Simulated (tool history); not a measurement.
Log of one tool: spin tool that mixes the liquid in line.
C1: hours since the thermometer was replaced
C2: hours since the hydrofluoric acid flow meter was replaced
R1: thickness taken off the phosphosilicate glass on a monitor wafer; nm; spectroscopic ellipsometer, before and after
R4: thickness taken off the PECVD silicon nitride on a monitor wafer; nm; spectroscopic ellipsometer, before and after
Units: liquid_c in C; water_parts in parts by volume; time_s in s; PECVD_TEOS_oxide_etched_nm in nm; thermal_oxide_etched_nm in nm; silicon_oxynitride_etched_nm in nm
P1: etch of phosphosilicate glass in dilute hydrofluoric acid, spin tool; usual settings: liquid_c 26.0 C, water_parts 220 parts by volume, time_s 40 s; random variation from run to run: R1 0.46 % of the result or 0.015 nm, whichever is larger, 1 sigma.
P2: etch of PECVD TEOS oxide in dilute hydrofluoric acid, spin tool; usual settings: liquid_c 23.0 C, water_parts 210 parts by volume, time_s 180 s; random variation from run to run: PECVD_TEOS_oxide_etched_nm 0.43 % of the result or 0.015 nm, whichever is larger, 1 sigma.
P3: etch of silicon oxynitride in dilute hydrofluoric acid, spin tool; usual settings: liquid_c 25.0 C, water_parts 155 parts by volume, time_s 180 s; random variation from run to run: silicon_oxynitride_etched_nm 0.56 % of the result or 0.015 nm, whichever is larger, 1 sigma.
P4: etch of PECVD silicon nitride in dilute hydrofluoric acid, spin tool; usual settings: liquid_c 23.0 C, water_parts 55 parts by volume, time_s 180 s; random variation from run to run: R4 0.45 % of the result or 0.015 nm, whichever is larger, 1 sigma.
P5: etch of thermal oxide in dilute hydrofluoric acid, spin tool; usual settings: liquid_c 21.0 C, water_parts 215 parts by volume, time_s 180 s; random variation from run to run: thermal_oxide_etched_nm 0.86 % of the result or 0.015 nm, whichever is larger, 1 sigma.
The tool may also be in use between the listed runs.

run 1 hour=4.2 | process=P1 liquid_c=26.0 water_parts=220 time_s=40 | C1=1962.0 C2=701.1 | R1=16.386
run 2 hour=7.8 | process=P2 liquid_c=23.0 water_parts=210 time_s=180 | C1=1965.6 C2=704.7 | PECVD_TEOS_oxide_etched_nm=6.27670
run 3 hour=14.9 | process=P2 liquid_c=18.5 water_parts=210 time_s=180 | C1=1972.7 C2=711.8 | PECVD_TEOS_oxide_etched_nm=5.31820
run 4 hour=20.8 | process=P5 liquid_c=17.0 water_parts=215 time_s=180 | C1=1978.6 C2=717.7 | thermal_oxide_etched_nm=2.7238
run 5 hour=24.9 | process=P2 liquid_c=23.0 water_parts=300 time_s=180 | C1=1982.7 C2=721.8 | PECVD_TEOS_oxide_etched_nm=4.03230
run 6 hour=29.2 | process=P4 liquid_c=30.0 water_parts=55 time_s=180 | C1=1987.0 C2=726.1 | R4=8.0657
run 7 hour=33.0 | process=P1 liquid_c=30.5 water_parts=220 time_s=40 | C1=1990.8 C2=729.9 | R1=19.364
run 8 hour=36.8 | process=P5 liquid_c=21.0 water_parts=215 time_s=180 | C1=1994.6 C2=733.7 | thermal_oxide_etched_nm=3.2076
run 9 hour=42.9 | process=P3 liquid_c=31.5 water_parts=155 time_s=180 | C1=2000.7 C2=739.8 | silicon_oxynitride_etched_nm=6.23340
run 10 hour=47.0 | process=P1 liquid_c=26.0 water_parts=220 time_s=40 | C1=2004.8 C2=743.9 | R1=16.581
run 11 hour=51.1 | process=P2 liquid_c=23.0 water_parts=210 time_s=180 | C1=2008.9 C2=748.0 | PECVD_TEOS_oxide_etched_nm=6.31320
run 12 hour=55.1 | process=P1 liquid_c=19.0 water_parts=220 time_s=40 | C1=2012.9 C2=752.0 | R1=12.689
run 13 hour=59.1 | process=P1 liquid_c=26.0 water_parts=220 time_s=65 | C1=2016.9 C2=756.0 | R1=26.589
run 14 hour=64.1 | process=P5 liquid_c=21.0 water_parts=215 time_s=180 | C1=2021.9 C2=761.0 | thermal_oxide_etched_nm=3.2046
run 15 hour=70.5 | process=P1 liquid_c=26.0 water_parts=220 time_s=40 | C1=2028.3 C2=767.4 | R1=16.497
run 16 hour=75.1 | process=P1 liquid_c=26.0 water_parts=220 time_s=40 | C1=2032.9 C2=772.0 | R1=16.628
run 17 hour=80.7 | process=P1 liquid_c=26.0 water_parts=130 time_s=40 | C1=2038.5 C2=777.6 | R1=31.069
run 18 hour=86.9 | process=P4 liquid_c=23.0 water_parts=55 time_s=180 | C1=2044.7 C2=783.8 | R4=5.0872
run 19 hour=90.7 | process=P3 liquid_c=25.0 water_parts=280 time_s=180 | C1=2048.5 C2=787.6 | silicon_oxynitride_etched_nm=2.36670
run 20 hour=98.2 | process=P2 liquid_c=23.0 water_parts=210 time_s=15 | C1=2056.0 C2=795.1 | PECVD_TEOS_oxide_etched_nm=0.50337
run 21 hour=103.0 | process=P4 liquid_c=23.0 water_parts=20 time_s=180 | C1=2060.8 C2=799.9 | R4=13.6170
run 22 hour=109.2 | process=P1 liquid_c=21.5 water_parts=220 time_s=60 | C1=2067.0 C2=806.1 | R1=21.077
run 23 hour=114.9 | process=P4 liquid_c=23.0 water_parts=55 time_s=40 | C1=2072.7 C2=811.8 | R4=1.1026
-- hour=117.8 hydrofluoric acid flow meter replaced
run 24 hour=119.4 | process=P1 liquid_c=26.0 water_parts=305 time_s=40 | C1=2077.2 C2=1.6 | R1=10.827
run 25 hour=122.8 | process=P1 liquid_c=26.0 water_parts=390 time_s=70 | C1=2080.6 C2=5.0 | R1=13.807
run 26 hour=128.2 | process=P3 liquid_c=25.0 water_parts=155 time_s=15 | C1=2086.0 C2=10.4 | silicon_oxynitride_etched_nm=0.39026
run 27 hour=132.9 | process=P1 liquid_c=26.0 water_parts=220 time_s=40 | C1=2090.7 C2=15.1 | R1=16.460
run 28 hour=137.2 | process=P1 liquid_c=26.0 water_parts=220 time_s=20 | C1=2095.0 C2=19.4 | R1=8.276
run 29 hour=144.5 | process=P4 liquid_c=23.0 water_parts=55 time_s=180 | C1=2102.3 C2=26.7 | R4=5.0649
run 30 hour=150.4 | process=P1 liquid_c=26.0 water_parts=220 time_s=40 | C1=2108.2 C2=32.6 | R1=16.429
run 31 hour=156.8 | process=P5 liquid_c=21.0 water_parts=215 time_s=90 | C1=2114.6 C2=39.0 | thermal_oxide_etched_nm=1.5994
run 32 hour=163.8 | process=P3 liquid_c=25.0 water_parts=155 time_s=180 | C1=2121.6 C2=46.0 | silicon_oxynitride_etched_nm=4.67660
run 33 hour=171.3 | process=P5 liquid_c=21.0 water_parts=80 time_s=180 | C1=2129.1 C2=53.5 | thermal_oxide_etched_nm=9.9623
run 34 hour=177.6 | process=P1 liquid_c=26.0 water_parts=220 time_s=40 | C1=2135.4 C2=59.8 | R1=16.559
run 35 hour=180.8 | process=P1 liquid_c=26.0 water_parts=220 time_s=40 | C1=2138.6 C2=63.0 | R1=16.527
run 36 hour=186.9 | process=P1 liquid_c=26.0 water_parts=220 time_s=40 | C1=2144.7 C2=69.1 | R1=16.228
run 37 hour=194.3 | process=P1 liquid_c=26.0 water_parts=220 time_s=40 | C1=2152.1 C2=76.5 | R1=15.688
run 38 hour=200.8 | process=P1 liquid_c=26.0 water_parts=220 time_s=40 | C1=2158.6 C2=83.0 | R1=15.642
run 39 hour=208.2 | process=P1 liquid_c=26.0 water_parts=220 time_s=40 | C1=2166.0 C2=90.4 | R1=15.576
run 40 hour=213.3 | process=P1 liquid_c=26.0 water_parts=220 time_s=40 | C1=2171.1 C2=95.5 | R1=15.467
run 41 hour=219.0 | process=P1 liquid_c=26.0 water_parts=220 time_s=40 | C1=2176.8 C2=101.2 | R1=15.598
run 42 hour=224.2 | process=P1 liquid_c=26.0 water_parts=220 time_s=40 | C1=2182.0 C2=106.4 | R1=15.479
run 43 hour=231.4 | process=P1 liquid_c=26.0 water_parts=220 time_s=40 | C1=2189.2 C2=113.6 | R1=15.298
run 44 hour=237.3 | process=P1 liquid_c=26.0 water_parts=220 time_s=40 | C1=2195.1 C2=119.5 | R1=15.314
run 45 hour=242.4 | process=P1 liquid_c=26.0 water_parts=220 time_s=40 | C1=2200.2 C2=124.6 | R1=15.458
run 46 hour=245.9 | process=P1 liquid_c=26.0 water_parts=220 time_s=40 | C1=2203.7 C2=128.1 | R1=15.431

What P1 gives has crept away from where it was. These 2 causes fit the log equally well, each at the size given:
A: liquid colder than its thermometer reads (K) = 1.9
B: hydrofluoric acid flow below the setpoint (%) = 5.32
The creep began at about hour 180.8.

4 check runs are offered, one wafer each, their results left as question marks. Which one tells the causes apart?
run check 1 hour=249.4 | process=P3 liquid_c=29.5 water_parts=155 time_s=30 | silicon_oxynitride_etched_nm=?
run check 2 hour=249.4 | process=P4 liquid_c=30.0 water_parts=55 time_s=180 | R4=?
run check 3 hour=249.4 | process=P5 liquid_c=21.0 water_parts=135 time_s=180 | thermal_oxide_etched_nm=?
run check 4 hour=249.4 | process=P2 liquid_c=19.5 water_parts=210 time_s=180 | PECVD_TEOS_oxide_etched_nm=?

What each check would give under each cause:
check=check_1 result=silicon_oxynitride_etched_nm if_A=0.87532 if_B=0.89331
check=check_2 result=R4 if_A=7.1565 if_B=7.6663
check=check_3 result=thermal_oxide_etched_nm if_A=5.1476 if_B=5.2170
check=check_4 result=PECVD_TEOS_oxide_etched_nm if_A=5.12020 if_B=5.16220
How far apart the two closest causes lie, in the result that separates them most: check 1 2.03 %; check 2 6.88 %; check 3 1.34 %; check 4 0.82 %
Only check 2 tells the causes apart: in the others they would give nearly the same result.

Check 2 was then run and gave: R4 7.1559 nm. Which cause is it?

It is A: liquid colder than its thermometer reads (K).
